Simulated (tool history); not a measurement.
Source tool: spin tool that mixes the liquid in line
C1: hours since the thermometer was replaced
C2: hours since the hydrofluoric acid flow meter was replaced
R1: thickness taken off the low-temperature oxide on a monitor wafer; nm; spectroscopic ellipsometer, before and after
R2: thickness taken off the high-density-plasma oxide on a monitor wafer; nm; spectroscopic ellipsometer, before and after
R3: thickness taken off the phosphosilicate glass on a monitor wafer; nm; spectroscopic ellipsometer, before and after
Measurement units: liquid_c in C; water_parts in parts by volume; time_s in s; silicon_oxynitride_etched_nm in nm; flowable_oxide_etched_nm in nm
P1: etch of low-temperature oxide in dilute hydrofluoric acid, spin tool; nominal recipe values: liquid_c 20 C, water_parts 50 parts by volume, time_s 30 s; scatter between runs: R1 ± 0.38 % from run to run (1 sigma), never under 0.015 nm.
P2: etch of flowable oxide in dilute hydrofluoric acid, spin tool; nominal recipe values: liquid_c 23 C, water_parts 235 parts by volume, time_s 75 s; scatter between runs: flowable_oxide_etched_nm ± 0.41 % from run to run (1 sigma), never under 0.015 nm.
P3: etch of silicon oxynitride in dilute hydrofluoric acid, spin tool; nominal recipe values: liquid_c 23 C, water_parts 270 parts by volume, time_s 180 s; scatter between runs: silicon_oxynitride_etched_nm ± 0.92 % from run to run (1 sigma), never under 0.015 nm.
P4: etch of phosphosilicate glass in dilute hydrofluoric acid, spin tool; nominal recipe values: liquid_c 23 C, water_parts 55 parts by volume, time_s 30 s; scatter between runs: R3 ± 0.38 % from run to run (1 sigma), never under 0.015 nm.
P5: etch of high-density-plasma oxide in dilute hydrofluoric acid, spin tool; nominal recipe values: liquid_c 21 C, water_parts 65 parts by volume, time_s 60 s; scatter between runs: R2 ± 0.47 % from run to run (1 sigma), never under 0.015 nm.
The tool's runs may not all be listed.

Run 1, hour 11.6: process P1, liquid_c 20 C, water_parts 50 parts by volume, time_s 30 s; C1 831.7; C2 532.4. Result: R1 11.09 nm.
Run 2, hour 28.3: process P5, liquid_c 21 C, water_parts 30 parts by volume, time_s 60 s; C1 848.4; C2 549.1. Result: R2 13.981 nm.
Run 3, hour 39.6: process P1, liquid_c 23.5 C, water_parts 50 parts by volume, time_s 30 s; C1 859.7; C2 560.4. Result: R1 12.802 nm.
Run 4, hour 54: process P4, liquid_c 23 C, water_parts 55 parts by volume, time_s 15 s; C1 874.1; C2 574.8. Result: R3 56.426 nm.
Run 5, hour 66.3: process P3, liquid_c 23 C, water_parts 270 parts by volume, time_s 335 s; C1 886.4; C2 587.1. Result: silicon_oxynitride_etched_nm 4.8768 nm.
Run 6, hour 74.1: process P1, liquid_c 20 C, water_parts 50 parts by volume, time_s 30 s; C1 894.2; C2 594.9. Result: R1 11.037 nm.
Run 7, hour 90.3: process P2, liquid_c 23 C, water_parts 235 parts by volume, time_s 125 s; C1 910.4; C2 611.1. Result: flowable_oxide_etched_nm 17.584 nm.
Run 8, hour 106.5: process P1, liquid_c 20 C, water_parts 50 parts by volume, time_s 30 s; C1 926.6; C2 627.3. Result: R1 10.993 nm.
Run 9, hour 119.7: process P1, liquid_c 26.5 C, water_parts 50 parts by volume, time_s 15 s; C1 939.8; C2 640.5. Result: R1 7.227 nm.
Run 10, hour 134.2: process P3, liquid_c 23 C, water_parts 270 parts by volume, time_s 180 s; C1 954.3; C2 655. Result: silicon_oxynitride_etched_nm 2.6026 nm.
Run 11, hour 147.8: process P5, liquid_c 29 C, water_parts 65 parts by volume, time_s 60 s; C1 967.9; C2 668.6. Result: R2 8.6139 nm.
Run 12, hour 157.9: process P4, liquid_c 23 C, water_parts 55 parts by volume, time_s 30 s; C1 978; C2 678.7. Result: R3 112.49 nm.
Run 13, hour 169.2: process P4, liquid_c 31 C, water_parts 55 parts by volume, time_s 30 s; C1 989.3; C2 690. Result: R3 155.3 nm.
Run 14, hour 178.2: process P5, liquid_c 21 C, water_parts 65 parts by volume, time_s 60 s; C1 998.3; C2 699. Result: R2 6.1793 nm.
Run 15, hour 191.7: process P1, liquid_c 20 C, water_parts 50 parts by volume, time_s 55 s; C1 1011.8; C2 712.5. Result: R1 20.241 nm.
Run 16, hour 204.9: process P1, liquid_c 20 C, water_parts 50 parts by volume, time_s 30 s; C1 1025; C2 725.7. Result: R1 10.989 nm.
At hour 210.1: hydrofluoric acid flow meter replaced.
Run 17, hour 221: process P1, liquid_c 23.5 C, water_parts 50 parts by volume, time_s 55 s; C1 1041.1; C2 11. Result: R1 23.488 nm.
Run 18, hour 231.3: process P1, liquid_c 17 C, water_parts 50 parts by volume, time_s 30 s; C1 1051.4; C2 21.3. Result: R1 9.7015 nm.
Run 19, hour 242.4: process P1, liquid_c 20 C, water_parts 50 parts by volume, time_s 30 s; C1 1062.5; C2 32.4. Result: R1 11.107 nm.
Run 20, hour 255.7: process P2, liquid_c 23 C, water_parts 80 parts by volume, time_s 75 s; C1 1075.8; C2 45.7. Result: flowable_oxide_etched_nm 37.015 nm.
At hour 259.5: thermometer replaced.
Run 21, hour 272.2: process P1, liquid_c 20 C, water_parts 70 parts by volume, time_s 30 s; C1 12.8; C2 62.2. Result: R1 7.6854 nm.
Run 22, hour 284.2: process P3, liquid_c 23 C, water_parts 80 parts by volume, time_s 180 s; C1 24.8; C2 74.2. Result: silicon_oxynitride_etched_nm 10.105 nm.
Run 23, hour 301.1: process P1, liquid_c 20 C, water_parts 50 parts by volume, time_s 30 s; C1 41.7; C2 91.1. Result: R1 11.046 nm.
Run 24, hour 318.4: process P3, liquid_c 31 C, water_parts 270 parts by volume, time_s 180 s; C1 59; C2 108.4. Result: silicon_oxynitride_etched_nm 3.6398 nm.
Run 25, hour 335.6: process P2, liquid_c 30 C, water_parts 235 parts by volume, time_s 75 s; C1 76.2; C2 125.6. Result: flowable_oxide_etched_nm 13.586 nm.
Run 26, hour 345.4: process P5, liquid_c 21 C, water_parts 65 parts by volume, time_s 15 s; C1 86; C2 135.4. Result: R2 1.5722 nm.
Run 27, hour 356.2: process P4, liquid_c 23 C, water_parts 20 parts by volume, time_s 30 s; C1 96.8; C2 146.2. Result: R3 323.97 nm.
Run 28, hour 373.4: process P1, liquid_c 20 C, water_parts 50 parts by volume, time_s 30 s; C1 114; C2 163.4. Result: R1 11.044 nm.
Run 29, hour 390.5: process P2, liquid_c 23 C, water_parts 235 parts by volume, time_s 75 s; C1 131.1; C2 180.5. Result: flowable_oxide_etched_nm 10.564 nm.
Run 30, hour 399.2: process P1, liquid_c 20 C, water_parts 50 parts by volume, time_s 15 s; C1 139.8; C2 189.2. Result: R1 5.5353 nm.
Run 31, hour 408.2: process P1, liquid_c 20 C, water_parts 20 parts by volume, time_s 30 s; C1 148.8; C2 198.2. Result: R1 28.606 nm.
Run 32, hour 423.4: process P1, liquid_c 20 C, water_parts 50 parts by volume, time_s 30 s; C1 164; C2 213.4. Result: R1 11.053 nm.
Run 33, hour 441: process P1, liquid_c 20 C, water_parts 50 parts by volume, time_s 30 s; C1 181.6; C2 231. Result: R1 11.387 nm.
Run 34, hour 452.7: process P1, liquid_c 20 C, water_parts 50 parts by volume, time_s 30 s; C1 193.3; C2 242.7. Result: R1 11.604 nm.
Run 35, hour 467: process P1, liquid_c 20 C, water_parts 50 parts by volume, time_s 30 s; C1 207.6; C2 257. Result: R1 11.704 nm.
Run 36, hour 477.7: process P1, liquid_c 20 C, water_parts 50 parts by volume, time_s 30 s; C1 218.3; C2 267.7. Result: R1 11.767 nm.
Run 37, hour 487.6: process P1, liquid_c 20 C, water_parts 50 parts by volume, time_s 30 s; C1 228.2; C2 277.6. Result: R1 11.784 nm.
Run 38, hour 501.5: process P1, liquid_c 20 C, water_parts 50 parts by volume, time_s 30 s; C1 242.1; C2 291.5. Result: R1 11.83 nm.
Run 39, hour 513.6: process P1, liquid_c 20 C, water_parts 50 parts by volume, time_s 30 s; C1 254.2; C2 303.6. Result: R1 11.87 nm.
Run 40, hour 527.9: process P1, liquid_c 20 C, water_parts 50 parts by volume, time_s 30 s; C1 268.5; C2 317.9. Result: R1 11.867 nm.
Run 41, hour 536.5: process P1, liquid_c 20 C, water_parts 50 parts by volume, time_s 30 s; C1 277.1; C2 326.5. Result: R1 11.858 nm.

What P1 gives has crept off from where it sat before. The 2 causes that follow fit the log equally well, each at the size noted:
A: liquid hotter than its thermometer reads (K) = 1.81
B: hydrofluoric acid flow above the setpoint (%) = 7.47
The onset of the drift is placed at about hour 423.4.

Below are 4 check runs, each on a single wafer, with their results shown as question marks. Which of them would tell the listed causes apart, meaning the causes would give clearly different results under it?
Run check 1, hour 545.1: process P5, liquid_c 29 C, water_parts 65 parts by volume, time_s 60 s. Result: R2 ?.
Run check 2, hour 545.1: process P4, liquid_c 27.5 C, water_parts 55 parts by volume, time_s 30 s. Result: R3 ?.
Run check 3, hour 545.1: process P2, liquid_c 29 C, water_parts 235 parts by volume, time_s 75 s. Result: flowable_oxide_etched_nm ?.
Run check 4, hour 545.1: process P3, liquid_c 23 C, water_parts 100 parts by volume, time_s 180 s. Result: silicon_oxynitride_etched_nm ?.

Predicted outcomes, by check and by cause:
  check                        result    if A    if B
check 1                            R2  9.2471  9.3273
check 2                            R3  144.91  145.76
check 3      flowable_oxide_etched_nm  13.881  14.304
check 4  silicon_oxynitride_etched_nm  8.6628  8.5943
Distance between the nearest two causes, measured in the result of the check that separates them most: check 1 0.86 %; check 2 0.59 %; check 3 3 %; check 4 0.79 %
The other checks would show nearly matching results whichever cause is true, so check 3 is the only one that separates the causes.

Running check 3 produced the following: flowable_oxide_etched_nm 13.875 nm. Which one of the listed causes fits?

The correct cause is A, namely: liquid hotter than its thermometer reads (K).
